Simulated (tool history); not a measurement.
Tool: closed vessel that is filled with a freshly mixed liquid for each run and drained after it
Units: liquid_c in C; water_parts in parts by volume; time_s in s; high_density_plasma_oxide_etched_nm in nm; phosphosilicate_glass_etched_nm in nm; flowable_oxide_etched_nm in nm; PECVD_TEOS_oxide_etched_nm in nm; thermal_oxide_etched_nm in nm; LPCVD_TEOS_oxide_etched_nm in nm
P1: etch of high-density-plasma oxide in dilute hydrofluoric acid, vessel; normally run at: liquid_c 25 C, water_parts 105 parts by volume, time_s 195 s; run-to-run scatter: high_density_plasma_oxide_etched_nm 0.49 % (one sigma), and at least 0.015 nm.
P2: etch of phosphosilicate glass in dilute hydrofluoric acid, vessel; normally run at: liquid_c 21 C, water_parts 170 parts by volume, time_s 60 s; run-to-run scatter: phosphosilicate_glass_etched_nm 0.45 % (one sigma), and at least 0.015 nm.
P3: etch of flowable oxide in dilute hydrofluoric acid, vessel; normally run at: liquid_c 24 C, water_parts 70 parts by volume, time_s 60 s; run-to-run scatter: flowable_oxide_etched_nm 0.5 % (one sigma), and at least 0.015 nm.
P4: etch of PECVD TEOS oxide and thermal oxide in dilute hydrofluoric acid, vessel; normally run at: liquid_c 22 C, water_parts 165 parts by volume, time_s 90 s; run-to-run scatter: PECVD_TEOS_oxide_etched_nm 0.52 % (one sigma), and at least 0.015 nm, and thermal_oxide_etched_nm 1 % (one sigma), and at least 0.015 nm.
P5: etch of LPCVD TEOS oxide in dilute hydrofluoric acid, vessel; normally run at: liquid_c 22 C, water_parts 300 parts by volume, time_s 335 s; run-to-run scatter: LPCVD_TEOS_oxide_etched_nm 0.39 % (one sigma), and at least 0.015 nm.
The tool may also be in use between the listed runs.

run,hour,process,liquid_c,water_parts,time_s,hours since the thermometer was replaced,hours since the hydrofluoric acid flow meter was replaced,high_density_plasma_oxide_etched_nm,phosphosilicate_glass_etched_nm,flowable_oxide_etched_nm,PECVD_TEOS_oxide_etched_nm,thermal_oxide_etched_nm,LPCVD_TEOS_oxide_etched_nm
1,11,P1,25,105,195,394.2,279.9,19.156,,,,,
2,21.8,P2,21,300,60,405,290.7,,8.766,,,,
3,30.1,P1,25,105,80,413.3,299,7.9037,,,,,
4,40.7,P3,24,70,90,423.9,309.6,,,75.543,,,
5,49.7,P1,20,105,355,432.9,318.6,28.577,,,,,
6,61.4,P4,22,80,90,444.6,330.3,,,,18.641,5.156,
7,70.4,P2,17,170,60,453.6,339.3,,14.762,,,,
8,76.6,P2,21,170,105,459.8,345.5,,30.711,,,,
9,83.9,P1,25,105,280,467.1,352.8,27.705,,,,,
10,92.3,P1,25,105,195,475.5,361.2,19.349,,,,,
11,102.5,P3,32.5,70,60,485.7,371.4,,,70.042,,,
12,115.3,P1,33,105,195,498.5,384.2,26.046,,,,,
13,125.1,P2,21,170,60,508.3,394,,17.361,,,,
14,133.2,P1,17.5,105,195,516.4,402.1,14.369,,,,,
15,145,P1,25,105,195,528.2,413.9,19.296,,,,,
16,157.3,P1,25,65,195,540.5,426.2,32.872,,,,,
17,168.8,P4,22,165,30,552,437.7,,,,2.7167,0.76713,
18,177.2,P1,25,155,195,560.4,446.1,12.3,,,,,
19,188.3,P3,24,40,60,571.5,457.2,,,91.174,,,
20,197.9,P5,22,300,335,581.1,466.8,,,,,,36.536
21,205,P5,22,540,335,588.2,473.9,,,,,,16.655
22,217.5,P2,21,170,60,600.7,486.4,,17.456,,,,
23,224,P5,26,300,335,607.2,492.9,,,,,,41.913
24,234.8,P5,22,300,335,618,503.7,,,,,,36.509
25,246.3,P1,25,105,195,629.5,515.2,19.476,,,,,
26,256.6,P1,25,105,195,639.8,525.5,19.149,,,,,
27,262.9,P4,22,165,90,646.1,531.8,,,,8.1651,2.2486,
28,272,P4,27.5,165,90,655.2,540.9,,,,10.015,2.7675,
29,278.6,P1,25,105,195,661.8,547.5,19.299,,,,,
30,287.9,P5,22,300,520,671.1,556.8,,,,,,56.374
31,300.4,P3,24,70,60,683.6,569.3,,,50.335,,,
32,309.4,P1,25,105,195,692.6,578.3,19.222,,,,,

Forecast run 33:
33,315.9,P1,25,105,195,699.1,584.8,?,,,,,

Run 33 gave high_density_plasma_oxide_etched_nm 19.766 nm.
